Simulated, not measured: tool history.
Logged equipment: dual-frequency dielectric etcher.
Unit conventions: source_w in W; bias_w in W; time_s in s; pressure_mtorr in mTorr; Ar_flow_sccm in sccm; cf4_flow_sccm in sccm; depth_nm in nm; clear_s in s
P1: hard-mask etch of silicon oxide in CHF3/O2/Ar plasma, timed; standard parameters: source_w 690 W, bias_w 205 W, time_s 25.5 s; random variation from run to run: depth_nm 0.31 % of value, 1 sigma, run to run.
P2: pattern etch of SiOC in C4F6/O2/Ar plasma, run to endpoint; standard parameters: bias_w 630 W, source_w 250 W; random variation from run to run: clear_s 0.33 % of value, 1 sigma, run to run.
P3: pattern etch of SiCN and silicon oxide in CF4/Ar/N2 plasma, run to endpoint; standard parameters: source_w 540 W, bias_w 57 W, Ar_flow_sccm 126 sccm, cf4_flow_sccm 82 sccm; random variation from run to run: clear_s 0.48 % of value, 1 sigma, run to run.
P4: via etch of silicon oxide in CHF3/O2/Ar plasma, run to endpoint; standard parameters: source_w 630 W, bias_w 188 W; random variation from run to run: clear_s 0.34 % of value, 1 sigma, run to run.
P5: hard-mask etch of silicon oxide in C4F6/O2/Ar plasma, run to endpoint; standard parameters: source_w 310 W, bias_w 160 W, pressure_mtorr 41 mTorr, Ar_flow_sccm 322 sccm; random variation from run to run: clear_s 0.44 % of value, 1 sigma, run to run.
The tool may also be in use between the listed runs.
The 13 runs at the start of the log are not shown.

| run | day | process | source_w | bias_w | time_s | pressure_mtorr | Ar_flow_sccm | cf4_flow_sccm | hours since the last wet clean | hours since the last source power generator calibration | hours since the last bias power generator calibration | depth_nm | clear_s |
|---|---|---|---|---|---|---|---|---|---|---|---|---|---|
| 14 | 7.558 | P5 | 310 | 96 |  | 41 | 322 |  | 423.8 | 1088.0 | 1154.5 |  | 104.750 |
| 15 | 8.079 | P1 | 690 | 205 | 25.5 |  |  |  | 436.3 | 1100.5 | 1167.0 | 56.621 |  |
| 16 | 8.550 | P3 | 540 | 57 |  |  | 126 | 82 | 447.6 | 1111.8 | 1178.3 |  | 16.881 |
| 17 | 9.142 | P1 | 690 | 205 | 25.5 |  |  |  | 461.8 | 1126.0 | 1192.5 | 56.614 |  |
| 18 | 9.538 | P2 | 340 | 630 |  |  |  |  | 471.3 | 1135.5 | 1202.0 |  | 16.531 |
| 19 | 9.938 | P5 | 310 | 160 |  | 41 | 211 |  | 480.9 | 1145.1 | 1211.6 |  | 86.991 |
| 20 | 10.383 | P2 | 250 | 838 |  |  |  |  | 491.6 | 1155.8 | 1222.3 |  | 16.634 |
| 21 | 10.817 | P4 | 390 | 188 |  |  |  |  | 502.0 | 1166.2 | 1232.7 |  | 444.440 |
| 22 | 11.321 | P5 | 310 | 160 |  | 41 | 322 |  | 514.1 | 1178.3 | 1244.8 |  | 90.249 |
| 23 | 11.958 | P2 | 250 | 630 |  |  |  |  | 529.4 | 1193.6 | 1260.1 |  | 18.546 |
| 24 | 12.321 | P1 | 690 | 286 | 25.5 |  |  |  | 538.1 | 1202.3 | 1268.8 | 63.571 |  |
| 25 | 12.758 | P3 | 540 | 79 |  |  | 126 | 82 | 548.6 | 1212.8 | 1279.3 |  | 15.342 |
| 26 | 13.288 | P1 | 690 | 205 | 25.5 |  |  |  | 561.3 | 1225.5 | 1292.0 | 56.879 |  |
| 27 | 13.875 | P1 | 690 | 205 | 31.0 |  |  |  | 575.4 | 1239.6 | 1306.1 | 69.217 |  |
| 28 | 14.375 | P4 | 630 | 188 |  |  |  |  | 587.4 | 1251.6 | 1318.1 |  | 372.460 |
| 29 | 14.762 | P1 | 690 | 205 | 25.5 |  |  |  | 596.7 | 1260.9 | 1327.4 | 56.776 |  |
| 30 | 15.479 | P3 | 310 | 57 |  |  | 126 | 82 | 613.9 | 1278.1 | 1344.6 |  | 27.769 |
| 31 | 16.167 | P1 | 690 | 284 | 20.0 |  |  |  | 630.4 | 1294.6 | 1361.1 | 49.937 |  |
| 32 | 16.892 | P1 | 690 | 161 | 25.5 |  |  |  | 647.8 | 1312.0 | 1378.5 | 52.399 |  |
| 33 | 17.504 | P2 | 250 | 630 |  |  |  |  | 662.5 | 1326.7 | 1393.2 |  | 18.571 |
| 34 | 18.175 | P1 | 690 | 205 | 25.5 |  |  |  | 678.6 | 1342.8 | 1409.3 | 56.603 |  |

Predict the results of run 35:
| 35 | 18.529 | P1 | 690 | 205 | 25.5 |  |  |  | 687.1 | 1351.3 | 1417.8 | ? |  |

{"run 35": {"depth_nm": 56.993}}

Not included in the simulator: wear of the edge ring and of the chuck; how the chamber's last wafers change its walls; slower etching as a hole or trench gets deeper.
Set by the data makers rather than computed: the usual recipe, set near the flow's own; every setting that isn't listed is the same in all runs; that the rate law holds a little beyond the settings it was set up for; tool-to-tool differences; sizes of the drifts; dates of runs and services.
